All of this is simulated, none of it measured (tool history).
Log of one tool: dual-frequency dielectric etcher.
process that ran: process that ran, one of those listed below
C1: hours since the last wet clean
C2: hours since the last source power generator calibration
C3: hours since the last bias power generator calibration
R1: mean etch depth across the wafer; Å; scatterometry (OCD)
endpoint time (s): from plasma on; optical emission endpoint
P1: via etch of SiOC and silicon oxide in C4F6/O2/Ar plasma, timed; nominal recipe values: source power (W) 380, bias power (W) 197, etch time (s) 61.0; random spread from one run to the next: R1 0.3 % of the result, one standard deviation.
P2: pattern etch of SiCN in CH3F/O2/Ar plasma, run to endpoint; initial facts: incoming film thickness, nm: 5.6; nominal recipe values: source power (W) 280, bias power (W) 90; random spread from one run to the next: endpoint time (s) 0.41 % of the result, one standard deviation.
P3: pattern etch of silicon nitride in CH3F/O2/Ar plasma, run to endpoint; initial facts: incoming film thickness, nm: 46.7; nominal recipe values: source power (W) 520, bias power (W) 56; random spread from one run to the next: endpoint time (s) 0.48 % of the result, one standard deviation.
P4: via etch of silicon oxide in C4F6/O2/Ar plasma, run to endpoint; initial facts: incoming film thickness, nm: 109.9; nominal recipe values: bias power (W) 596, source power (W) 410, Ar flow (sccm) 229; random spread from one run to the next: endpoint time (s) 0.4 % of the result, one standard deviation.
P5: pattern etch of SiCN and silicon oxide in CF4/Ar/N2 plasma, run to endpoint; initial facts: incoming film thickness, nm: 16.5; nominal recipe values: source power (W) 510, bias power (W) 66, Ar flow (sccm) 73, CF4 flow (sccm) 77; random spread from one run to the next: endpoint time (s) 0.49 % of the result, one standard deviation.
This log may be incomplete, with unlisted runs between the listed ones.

Run 1, hour 8.4: process that ran P1, source power (W) 380, bias power (W) 197, etch time (s) 61.0; C1 363.2; C2 1224.8; C3 1317.3. Result: R1 704.32 Å.
Run 2, hour 23.7: process that ran P2, source power (W) 280, bias power (W) 90; C1 378.5; C2 1240.1; C3 1332.6. Result: endpoint time (s) 15.538.
Run 3, hour 36.4: process that ran P1, source power (W) 380, bias power (W) 197, etch time (s) 46.5; C1 391.2; C2 1252.8; C3 1345.3. Result: R1 540.13 Å.
Run 4, hour 48.7: process that ran P5, source power (W) 510, bias power (W) 66, Ar flow (sccm) 97, CF4 flow (sccm) 77; C1 403.5; C2 1265.1; C3 1357.6. Result: endpoint time (s) 17.344.
Run 5, hour 62.9: process that ran P4, source power (W) 410, bias power (W) 596, Ar flow (sccm) 229; C1 417.7; C2 1279.3; C3 1371.8. Result: endpoint time (s) 21.924.
Run 6, hour 70.5: process that ran P5, source power (W) 320, bias power (W) 66, Ar flow (sccm) 73, CF4 flow (sccm) 77; C1 425.3; C2 1286.9; C3 1379.4. Result: endpoint time (s) 25.011.
Run 7, hour 85.0: process that ran P1, source power (W) 530, bias power (W) 197, etch time (s) 61.0; C1 439.8; C2 1301.4; C3 1393.9. Result: R1 806.64 Å.
Run 8, hour 101.1: process that ran P5, source power (W) 510, bias power (W) 51, Ar flow (sccm) 73, CF4 flow (sccm) 77; C1 455.9; C2 1317.5; C3 1410.0. Result: endpoint time (s) 18.039.
Run 9, hour 117.7: process that ran P1, source power (W) 380, bias power (W) 197, etch time (s) 61.0; C1 472.5; C2 1334.1; C3 1426.6. Result: R1 703.44 Å.
Run 10, hour 129.9: process that ran P4, source power (W) 410, bias power (W) 596, Ar flow (sccm) 273; C1 484.7; C2 1346.3; C3 1438.8. Result: endpoint time (s) 22.168.
Run 11, hour 137.7: process that ran P5, source power (W) 510, bias power (W) 66, Ar flow (sccm) 73, CF4 flow (sccm) 77; C1 492.5; C2 1354.1; C3 1446.6. Result: endpoint time (s) 16.545.
Run 12, hour 149.0: process that ran P1, source power (W) 380, bias power (W) 197, etch time (s) 61.0; C1 503.8; C2 1365.4; C3 1457.9. Result: R1 706.33 Å.
Run 13, hour 164.2: process that ran P3, source power (W) 520, bias power (W) 56; C1 519.0; C2 1380.6; C3 1473.1. Result: endpoint time (s) 64.503.
Run 14, hour 173.4: process that ran P1, source power (W) 380, bias power (W) 135, etch time (s) 61.0; C1 528.2; C2 1389.8; C3 1482.3. Result: R1 628.03 Å.
Run 15, hour 185.5: process that ran P1, source power (W) 380, bias power (W) 129, etch time (s) 73.0; C1 540.3; C2 1401.9; C3 1494.4. Result: R1 740.53 Å.
Run 16, hour 200.4: process that ran P4, source power (W) 540, bias power (W) 596, Ar flow (sccm) 229; C1 555.2; C2 1416.8; C3 1509.3. Result: endpoint time (s) 19.615.
Run 17, hour 208.6: process that ran P3, source power (W) 520, bias power (W) 69; C1 563.4; C2 1425.0; C3 1517.5. Result: endpoint time (s) 60.733.
At hour 216.6: wet clean of the chamber.
Run 18, hour 223.5: process that ran P2, source power (W) 370, bias power (W) 90; C1 7.0; C2 1439.9; C3 1532.4. Result: endpoint time (s) 13.902.
Run 19, hour 232.9: process that ran P1, source power (W) 380, bias power (W) 197, etch time (s) 61.0; C1 16.4; C2 1449.3; C3 1541.8. Result: R1 706.53 Å.
Run 20, hour 247.0: process that ran P5, source power (W) 510, bias power (W) 66, Ar flow (sccm) 73, CF4 flow (sccm) 92; C1 30.5; C2 1463.4; C3 1555.9. Result: endpoint time (s) 16.268.
Run 21, hour 255.9: process that ran P3, source power (W) 320, bias power (W) 56; C1 39.4; C2 1472.3; C3 1564.8. Result: endpoint time (s) 77.742.
Run 22, hour 270.9: process that ran P1, source power (W) 290, bias power (W) 197, etch time (s) 61.0; C1 54.4; C2 1487.3; C3 1579.8. Result: R1 637.21 Å.
Run 23, hour 286.9: process that ran P2, source power (W) 280, bias power (W) 65; C1 70.4; C2 1503.3; C3 1595.8. Result: endpoint time (s) 17.565.
Run 24, hour 301.3: process that ran P4, source power (W) 410, bias power (W) 384, Ar flow (sccm) 229; C1 84.8; C2 1517.7; C3 1610.2. Result: endpoint time (s) 25.718.
Run 25, hour 313.1: process that ran P1, source power (W) 380, bias power (W) 197, etch time (s) 61.0; C1 96.6; C2 1529.5; C3 1622.0. Result: R1 707.03 Å.
Run 26, hour 323.0: process that ran P1, source power (W) 380, bias power (W) 251, etch time (s) 61.0; C1 106.5; C2 1539.4; C3 1631.9. Result: R1 764.61 Å.
Run 27, hour 339.1: process that ran P1, source power (W) 380, bias power (W) 197, etch time (s) 81.0; C1 122.6; C2 1555.5; C3 1648.0. Result: R1 935.00 Å.
Run 28, hour 346.4: process that ran P1, source power (W) 380, bias power (W) 197, etch time (s) 61.0; C1 129.9; C2 1562.8; C3 1655.3. Result: R1 708.87 Å.
Run 29, hour 357.2: process that ran P4, source power (W) 410, bias power (W) 596, Ar flow (sccm) 229; C1 140.7; C2 1573.6; C3 1666.1. Result: endpoint time (s) 21.787.
Run 30, hour 372.7: process that ran P1, source power (W) 380, bias power (W) 197, etch time (s) 61.0; C1 156.2; C2 1589.1; C3 1681.6. Result: R1 706.23 Å.
Run 31, hour 380.6: process that ran P1, source power (W) 380, bias power (W) 197, etch time (s) 61.0; C1 164.1; C2 1597.0; C3 1689.5. Result: R1 701.99 Å.
Run 32, hour 392.4: process that ran P1, source power (W) 380, bias power (W) 197, etch time (s) 61.0; C1 175.9; C2 1608.8; C3 1701.3. Result: R1 695.24 Å.
At hour 407.4: wet clean of the chamber.
Run 33, hour 407.6: process that ran P1, source power (W) 380, bias power (W) 197, etch time (s) 61.0; C1 0.3; C2 1624.0; C3 1716.5. Result: R1 697.30 Å.
Run 34, hour 418.4: process that ran P1, source power (W) 380, bias power (W) 197, etch time (s) 61.0; C1 11.1; C2 1634.8; C3 1727.3. Result: R1 692.29 Å.
Run 35, hour 428.0: process that ran P1, source power (W) 380, bias power (W) 197, etch time (s) 61.0; C1 20.7; C2 1644.4; C3 1736.9. Result: R1 695.52 Å.
Run 36, hour 441.4: process that ran P1, source power (W) 380, bias power (W) 197, etch time (s) 61.0; C1 34.1; C2 1657.8; C3 1750.3. Result: R1 693.61 Å.
Run 37, hour 449.5: process that ran P1, source power (W) 380, bias power (W) 197, etch time (s) 61.0; C1 42.2; C2 1665.9; C3 1758.4. Result: R1 699.04 Å.

What P1 gives has crept away from where it was. These 2 causes fit the log equally well, each at the size given:
A: bias power that arrives under what is set, % = 4.41
B: source power that arrives under what is set, % = 3.77
The onset of the drift is placed at about hour 372.7.
Each remaining cause and why it is not a fit:
chamber walls in a state that lowers the etch rate, %: serviced at hour 407.4, which brought nothing back

Consider the 4 check runs below, whose results appear as question marks and each of which averages 3 wafers. Which one distinguishes the causes, in that each cause would give it a clearly different result?
Run check 1, hour 457.6: process that ran P3, source power (W) 320, bias power (W) 56. Result: endpoint time (s) ?.
Run check 2, hour 457.6: process that ran P2, source power (W) 280, bias power (W) 66. Result: endpoint time (s) ?.
Run check 3, hour 457.6: process that ran P5, source power (W) 510, bias power (W) 52, Ar flow (sccm) 94, CF4 flow (sccm) 77. Result: endpoint time (s) ?.
Run check 4, hour 457.6: process that ran P4, source power (W) 480, bias power (W) 416, Ar flow (sccm) 229. Result: endpoint time (s) ?.

Expected result of each check under each candidate cause:
  check             result    if A    if B
check 1  endpoint time (s)  79.241  79.240
check 2  endpoint time (s)  17.704  17.676
check 3  endpoint time (s)  18.869  19.267
check 4  endpoint time (s)  23.926  23.882
Smallest distance between any two causes, each pair judged by its most separating result, in per cent: check 1 0 %; check 2 0.16 %; check 3 2.09 %; check 4 0.19 %
Only check 3 tells the causes apart: in the others they would give nearly the same result.

Check 3 has now been run. It gave: endpoint time (s) 19.319. Which of the candidate causes is it?

It was cause B: source power that arrives under what is set, %.
